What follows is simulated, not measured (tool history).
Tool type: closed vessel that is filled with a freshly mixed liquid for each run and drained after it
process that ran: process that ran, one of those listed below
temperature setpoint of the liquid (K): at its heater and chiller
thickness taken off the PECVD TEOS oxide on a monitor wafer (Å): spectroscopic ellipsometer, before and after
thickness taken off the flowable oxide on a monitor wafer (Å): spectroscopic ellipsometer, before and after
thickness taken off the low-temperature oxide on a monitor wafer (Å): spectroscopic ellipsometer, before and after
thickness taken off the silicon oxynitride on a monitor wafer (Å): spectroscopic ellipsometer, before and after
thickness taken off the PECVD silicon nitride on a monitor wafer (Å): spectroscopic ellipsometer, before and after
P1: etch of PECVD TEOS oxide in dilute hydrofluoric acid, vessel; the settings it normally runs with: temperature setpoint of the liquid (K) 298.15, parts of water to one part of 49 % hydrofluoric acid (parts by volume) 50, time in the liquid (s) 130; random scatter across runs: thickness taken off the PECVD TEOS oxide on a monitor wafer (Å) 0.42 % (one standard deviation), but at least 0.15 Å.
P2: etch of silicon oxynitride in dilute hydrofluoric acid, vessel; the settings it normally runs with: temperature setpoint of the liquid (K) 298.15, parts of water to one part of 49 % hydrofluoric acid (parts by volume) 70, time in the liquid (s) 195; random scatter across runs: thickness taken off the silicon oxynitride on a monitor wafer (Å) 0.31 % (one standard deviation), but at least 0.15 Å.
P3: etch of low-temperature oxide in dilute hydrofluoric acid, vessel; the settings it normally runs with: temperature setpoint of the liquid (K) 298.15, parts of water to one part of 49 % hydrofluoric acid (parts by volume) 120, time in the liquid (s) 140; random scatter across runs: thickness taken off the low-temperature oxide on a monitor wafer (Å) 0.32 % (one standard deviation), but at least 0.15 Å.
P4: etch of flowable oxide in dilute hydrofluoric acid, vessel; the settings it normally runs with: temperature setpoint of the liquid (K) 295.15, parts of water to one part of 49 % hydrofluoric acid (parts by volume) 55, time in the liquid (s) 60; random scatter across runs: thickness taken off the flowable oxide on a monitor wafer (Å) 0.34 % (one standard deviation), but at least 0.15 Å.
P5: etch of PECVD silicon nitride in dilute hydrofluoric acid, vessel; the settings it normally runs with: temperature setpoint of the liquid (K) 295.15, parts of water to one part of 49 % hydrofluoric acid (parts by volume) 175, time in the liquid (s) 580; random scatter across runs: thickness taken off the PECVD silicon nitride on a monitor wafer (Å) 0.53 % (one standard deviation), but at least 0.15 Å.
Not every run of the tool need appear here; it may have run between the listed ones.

| run | day | process that ran | temperature setpoint of the liquid (K) | parts of water to one part of 49 % hydrofluoric acid (parts by volume) | time in the liquid (s) | hours since the thermometer was replaced | hours since the hydrofluoric acid flow meter was replaced | thickness taken off the PECVD TEOS oxide on a monitor wafer (Å) | thickness taken off the flowable oxide on a monitor wafer (Å) | thickness taken off the low-temperature oxide on a monitor wafer (Å) | thickness taken off the silicon oxynitride on a monitor wafer (Å) | thickness taken off the PECVD silicon nitride on a monitor wafer (Å) |
|---|---|---|---|---|---|---|---|---|---|---|---|---|
| 1 | 0.221 | P1 | 298.15 | 50 | 130 | 883.9 | 532.9 | 306.23 |  |  |  |  |
| 2 | 0.404 | P1 | 305.65 | 50 | 190 | 888.3 | 537.3 | 602.2 |  |  |  |  |
| 3 | 0.554 | P4 | 301.65 | 55 | 60 | 891.9 | 540.9 |  | 595.03 |  |  |  |
| 4 | 0.717 | P4 | 295.15 | 20 | 60 | 895.8 | 544.8 |  | 1305 |  |  |  |
| 5 | 1 | P3 | 298.15 | 120 | 140 | 902.6 | 551.6 |  |  | 332.16 |  |  |
| 6 | 1.133 | P2 | 298.15 | 115 | 195 | 905.8 | 554.8 |  |  |  | 78.837 |  |
| 7 | 1.342 | P5 | 295.15 | 175 | 580 | 910.8 | 559.8 |  |  |  |  | 70.753 |
| 8 | 1.488 | P1 | 298.15 | 50 | 130 | 914.3 | 563.3 | 305.41 |  |  |  |  |
| 9 | 1.692 | P1 | 303.15 | 50 | 130 | 919.2 | 568.2 | 374.61 |  |  |  |  |
| 10 | 1.9 | P5 | 295.15 | 275 | 580 | 924.2 | 573.2 |  |  |  |  | 44.942 |
| 11 | 2.142 | P1 | 298.15 | 50 | 190 | 930 | 579 | 448.34 |  |  |  |  |
| 12 | 2.275 | P1 | 292.15 | 50 | 130 | 933.2 | 582.2 | 237.82 |  |  |  |  |
| 13 | 2.475 | P1 | 304.65 | 50 | 240 | 938 | 587 | 734.36 |  |  |  |  |
| 14 | 2.696 | P2 | 298.15 | 70 | 195 | 943.3 | 592.3 |  |  |  | 133.57 |  |
| 15 | 2.862 | P1 | 294.65 | 50 | 190 | 947.3 | 596.3 | 389.34 |  |  |  |  |
| 16 | 3.067 | P1 | 298.15 | 30 | 130 | 952.2 | 601.2 | 527.17 |  |  |  |  |
| 17 | 3.25 | P3 | 298.15 | 50 | 140 | 956.6 | 605.6 |  |  | 866.31 |  |  |
| 18 | 3.438 | P1 | 298.15 | 85 | 130 | 961.1 | 610.1 | 171.72 |  |  |  |  |
| 19 | 3.733 | P1 | 298.15 | 50 | 130 | 968.2 | 617.2 | 305.34 |  |  |  |  |
| 20 | 3.871 | P2 | 306.15 | 70 | 195 | 971.5 | 620.5 |  |  |  | 192.94 |  |

Forecast run 21:
| 21 | 4.104 | P1 | 298.15 | 50 | 130 | 977.1 | 626.1 | ? |  |  |  |  |

thickness taken off the PECVD TEOS oxide on a monitor wafer (Å): 304.79
